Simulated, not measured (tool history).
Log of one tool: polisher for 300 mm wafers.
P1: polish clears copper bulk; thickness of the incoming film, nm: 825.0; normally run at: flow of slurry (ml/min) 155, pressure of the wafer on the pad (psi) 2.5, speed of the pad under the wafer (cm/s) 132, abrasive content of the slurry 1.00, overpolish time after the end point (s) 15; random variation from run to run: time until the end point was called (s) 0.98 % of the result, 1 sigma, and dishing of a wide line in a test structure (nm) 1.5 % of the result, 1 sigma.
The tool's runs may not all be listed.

run    day  flow of slurry (ml/min)  pressure of the wafer on the pad (psi)  speed of the pad under the wafer (cm/s)  abrasive content of the slurry  overpolish time after the end point (s)  time until the end point was called (s)  dishing of a wide line in a test structure (nm)
  1  0.308                      155                                     2.5                                      132                            1.00                                       15                                   67.262                                           88.650
  2  0.825                       95                                     2.5                                      132                            1.00                                       15                                   77.005                                           83.511
  3  1.108                      155                                     2.5                                      132                            1.00                                       22                                   68.029                                          109.970
  4  1.554                      155                                     2.5                                      132                            1.00                                       15                                   68.086                                           88.978
  5  1.962                      155                                     1.3                                      132                            1.00                                       15                                  130.310                                           54.305
  6  2.446                      155                                     2.5                                      132                            0.75                                        6                                   72.750                                           45.017
  7  2.804                      155                                     2.5                                      182                            1.00                                       15                                   49.885                                          108.800
  8  3.088                      155                                     3.4                                      132                            1.00                                       15                                   50.002                                          112.780
  9  3.500                      230                                     2.5                                      132                            1.00                                       15                                   64.273                                           97.004
 10  3.946                      155                                     2.5                                       90                            0.70                                       15                                  108.330                                           68.600
 11  4.171                      155                                     2.5                                      132                            0.70                                       15                                   73.011                                           86.704
 12  4.583                      155                                     2.5                                      132                            1.00                                        4                                   68.408                                           33.886
 13  4.892                      115                                     2.5                                      132                            1.30                                       15                                   67.364                                           91.630
     4.996  -- head pressure recalibrated
 14  5.300                      155                                     2.5                                      132                            1.45                                       15                                   64.388                                           95.858
 15  5.554                      155                                     2.5                                      132                            1.00                                       15                                   68.538                                           91.983
 16  5.846                      155                                     2.5                                      132                            1.00                                       15                                   67.891                                           91.350
 17  6.317                      155                                     2.5                                       72                            1.00                                       15                                  127.120                                           61.564
 18  6.567                      155                                     2.5                                      132                            1.00                                       15                                   68.199                                           91.464
 19  6.850                      155                                     2.5                                      132                            1.00                                       15                                   68.318                                           90.781
 20  7.183                      155                                     2.5                                      132                            1.00                                       15                                   70.605                                           91.033
 21  7.417                      155                                     2.5                                      132                            1.00                                       15                                   71.320                                           87.027
 22  7.846                      155                                     2.5                                      132                            1.00                                       15                                   73.169                                           88.750
     8.100  -- head pressure recalibrated
 23  8.271                      155                                     2.5                                      132                            1.00                                       15                                   72.120                                           88.136
     8.446  -- worn pad replaced by a new one
 24  8.550                      155                                     2.5                                      132                            1.00                                       15                                   73.119                                           89.106
 25  8.846                      155                                     2.5                                      132                            1.00                                       15                                   74.016                                           87.720
 26  9.354                      155                                     2.5                                      132                            1.00                                       15                                   72.709                                           88.121

What P1 gives has crept away from where it was. These 2 causes fit the log equally well, each at the size given:
A: slurry flow missing at the pad, % = 30.2
B: abrasive missing from the slurry, % = 28.7
The creep began at about day 6.850.
Why every other cause is out:
removal rate lost through wear of the pad, %: serviced at day 8.446, which brought nothing back
head's pressure below its setpoint, %: serviced at day 8.100, which brought nothing back

4 check runs are offered, each on 3 wafers whose results are averaged, their results left as question marks. Which one tells the causes apart?
check 1  9.862                      155                                     1.4                                      132                            1.00                                       15                                        ?                                                ?
check 2  9.862                      155                                     2.5                                      132                            1.00                                        4                                        ?                                                ?
check 3  9.862                      155                                     2.5                                      132                            0.70                                       15                                        ?                                                ?
check 4  9.862                       95                                     2.5                                      132                            0.80                                       15                                        ?                                                ?

What each check would give under each cause:
  check                                           result     if A     if B
check 1          time until the end point was called (s)  131.150  131.150
check 1  dishing of a wide line in a test structure (nm)   54.341   54.342
check 2          time until the end point was called (s)   73.445   73.442
check 2  dishing of a wide line in a test structure (nm)   31.287   31.289
check 3          time until the end point was called (s)   79.149   78.895
check 3  dishing of a wide line in a test structure (nm)   83.386   83.559
check 4          time until the end point was called (s)   88.685   85.171
check 4  dishing of a wide line in a test structure (nm)   77.337   79.469
How far apart the two closest causes lie, in the result that separates them most: check 1 0 %; check 2 0 %; check 3 0.32 %; check 4 4.04 %
Check 4 tells the causes apart: in the others they would give nearly the same result.

Check 4 was then run and gave: time until the end point was called (s) 85.606; dishing of a wide line in a test structure (nm) 79.839. Which cause is it?

It is B: abrasive missing from the slurry, %.

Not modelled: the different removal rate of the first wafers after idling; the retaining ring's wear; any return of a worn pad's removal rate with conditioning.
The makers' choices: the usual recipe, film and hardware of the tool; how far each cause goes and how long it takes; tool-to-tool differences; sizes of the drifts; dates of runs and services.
